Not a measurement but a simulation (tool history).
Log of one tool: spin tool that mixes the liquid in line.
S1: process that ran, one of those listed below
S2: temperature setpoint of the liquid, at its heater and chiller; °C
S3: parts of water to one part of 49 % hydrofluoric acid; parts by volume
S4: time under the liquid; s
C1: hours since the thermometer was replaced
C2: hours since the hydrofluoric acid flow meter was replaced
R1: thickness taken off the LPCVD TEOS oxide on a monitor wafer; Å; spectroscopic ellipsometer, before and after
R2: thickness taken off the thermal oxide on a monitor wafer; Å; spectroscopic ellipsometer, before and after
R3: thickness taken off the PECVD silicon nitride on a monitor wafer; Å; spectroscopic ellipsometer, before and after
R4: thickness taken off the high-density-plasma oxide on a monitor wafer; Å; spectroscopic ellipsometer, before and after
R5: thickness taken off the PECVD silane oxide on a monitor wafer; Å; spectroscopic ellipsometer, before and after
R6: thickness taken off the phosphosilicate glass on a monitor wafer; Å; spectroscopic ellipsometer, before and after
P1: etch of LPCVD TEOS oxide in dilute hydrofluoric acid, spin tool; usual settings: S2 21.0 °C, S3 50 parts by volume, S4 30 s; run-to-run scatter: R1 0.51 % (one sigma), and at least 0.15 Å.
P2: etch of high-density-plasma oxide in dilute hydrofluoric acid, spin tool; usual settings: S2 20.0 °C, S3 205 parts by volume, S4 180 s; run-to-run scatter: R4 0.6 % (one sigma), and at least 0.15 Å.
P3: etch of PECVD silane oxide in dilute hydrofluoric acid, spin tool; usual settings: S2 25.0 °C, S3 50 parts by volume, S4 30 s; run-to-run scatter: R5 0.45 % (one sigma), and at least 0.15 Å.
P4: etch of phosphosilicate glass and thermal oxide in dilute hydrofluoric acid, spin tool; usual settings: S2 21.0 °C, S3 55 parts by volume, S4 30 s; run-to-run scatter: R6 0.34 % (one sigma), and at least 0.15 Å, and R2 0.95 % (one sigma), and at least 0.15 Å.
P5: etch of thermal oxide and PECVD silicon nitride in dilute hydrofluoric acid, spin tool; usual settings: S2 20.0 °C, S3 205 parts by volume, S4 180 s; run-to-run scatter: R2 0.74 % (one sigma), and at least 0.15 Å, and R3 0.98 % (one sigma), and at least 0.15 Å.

run   hour  S1    S2   S3   S4     C1      C2       R1       R2       R3        R4      R5       R6
  1    8.6  P1  21.0   50   30  377.3  1272.6  140.770
  2   14.2  P5  24.0  205  180  382.9  1278.2           38.8600  32.1060
  3   21.9  P1  21.0   50   30  390.6  1285.9  141.230
  4   27.2  P2  20.0  205  180  395.9  1291.2                              34.0650
  5   32.8  P1  25.5   50   30  401.5  1296.8  169.290
  6   38.3  P1  21.0   50   55  407.0  1302.3  257.430
  7   45.3  P3  25.0   25   30  414.0  1309.3                                       698.05
  8   54.6  P2  20.0   55  180  423.3  1318.6                             148.2400
  9   61.2  P3  25.0   50   30  429.9  1325.2                                       337.48
 10   70.7  P4  21.0   55   60  439.4  1334.7           46.4300                             1174.00
 11   77.8  P2  20.0  205  180  446.5  1341.8                              34.0640
 12   84.7  P1  21.0   50   30  453.4  1348.7  141.850
 13   89.5  P4  21.0   90   30  458.2  1353.5           13.4970                              343.86
 14   94.9  P1  21.0   50   30  463.6  1358.9  139.010
 15  101.4  P1  21.0   50   15  470.1  1365.4   71.011
 16  106.1  P2  17.0  205  180  474.8  1370.1                              30.5110
     108.1  -- hydrofluoric acid flow meter replaced
 17  112.2  P5  20.0  310  180  480.9     4.2           20.1100  16.7940
 18  120.7  P5  20.0  205  180  489.4    12.7           32.7580  25.1250
 19  126.1  P5  20.0  205   35  494.8    18.1            6.4646   4.9577
 20  134.4  P5  20.0  205  180  503.1    26.4           32.6420  25.4280
 21  141.9  P2  20.0  205   15  510.6    33.9                               2.8328
 22  147.3  P1  17.0   50   30  516.0    39.3  118.470
 23  154.6  P4  17.0   55   30  523.3    46.6           19.1280                              494.71
 24  161.7  P3  21.5   50   30  530.4    53.7                                       291.90
 25  171.3  P1  21.0   20   50  540.0    63.3  613.820
 26  176.7  P4  21.0   55   30  545.4    68.7           22.9390                              586.99
 27  181.9  P1  21.0   20   30  550.6    73.9  364.440
 28  189.1  P3  25.0   50   15  557.8    81.1                                       167.55
 29  198.2  P1  21.0   90   30  566.9    90.2   74.380
 30  207.7  P1  21.0   50   30  576.4    99.7  142.050
 31  213.0  P1  21.0   50   30  581.7   105.0  139.210
 32  219.4  P1  21.0   50   30  588.1   111.4  137.820
 33  226.7  P1  21.0   50   30  595.4   118.7  135.560
 34  234.3  P1  21.0   50   30  603.0   126.3  132.620
 35  239.2  P1  21.0   50   30  607.9   131.2  131.200
 36  249.1  P1  21.0   50   30  617.8   141.1  129.290
 37  258.4  P1  21.0   50   30  627.1   150.4  129.450
 38  264.2  P1  21.0   50   30  632.9   156.2  128.680
 39  268.6  P1  21.0   50   30  637.3   160.6  128.450
 40  278.3  P1  21.0   50   30  647.0   170.3  128.160
 41  288.2  P1  21.0   50   30  656.9   180.2  127.930
 42  297.3  P1  21.0   50   30  666.0   189.3  127.780

What P1 gives has crept away from where it was. These 2 causes fit the log equally well, each at the size given:
A: liquid colder than its thermometer reads (K) = 2.17
B: hydrofluoric acid flow below the setpoint (%) = 8.28
The creep began at about hour 213.0.

4 check runs are offered, each on 5 wafers whose results are averaged, their results left as question marks. Which one tells the causes apart?
check 1  306.4  P2  20.0  115   15                       ?
check 2  306.4  P3  25.0   50   15                           ?
check 3  306.4  P5  20.0  205  100               ?   ?
check 4  306.4  P4  17.0   55   55               ?               ?

What each check would give under each cause:
  check  result     if A     if B
check 1      R4   5.0727   5.0297
check 2      R5   154.06   153.58
check 3      R2  16.8960  16.5650
check 3      R3  12.1770  12.9260
check 4      R2  32.0730  32.1650
check 4      R6   827.22   829.61
How far apart the two closest causes lie, in the result that separates them most: check 1 0.85 %; check 2 0.31 %; check 3 5.97 %; check 4 0.29 %
Check 3 tells the causes apart: in the others they would give nearly the same result.

Check 3 was then run and gave: R2 16.8390 Å; R3 12.1750 Å. Which cause is it?

It is A: liquid colder than its thermometer reads (K).
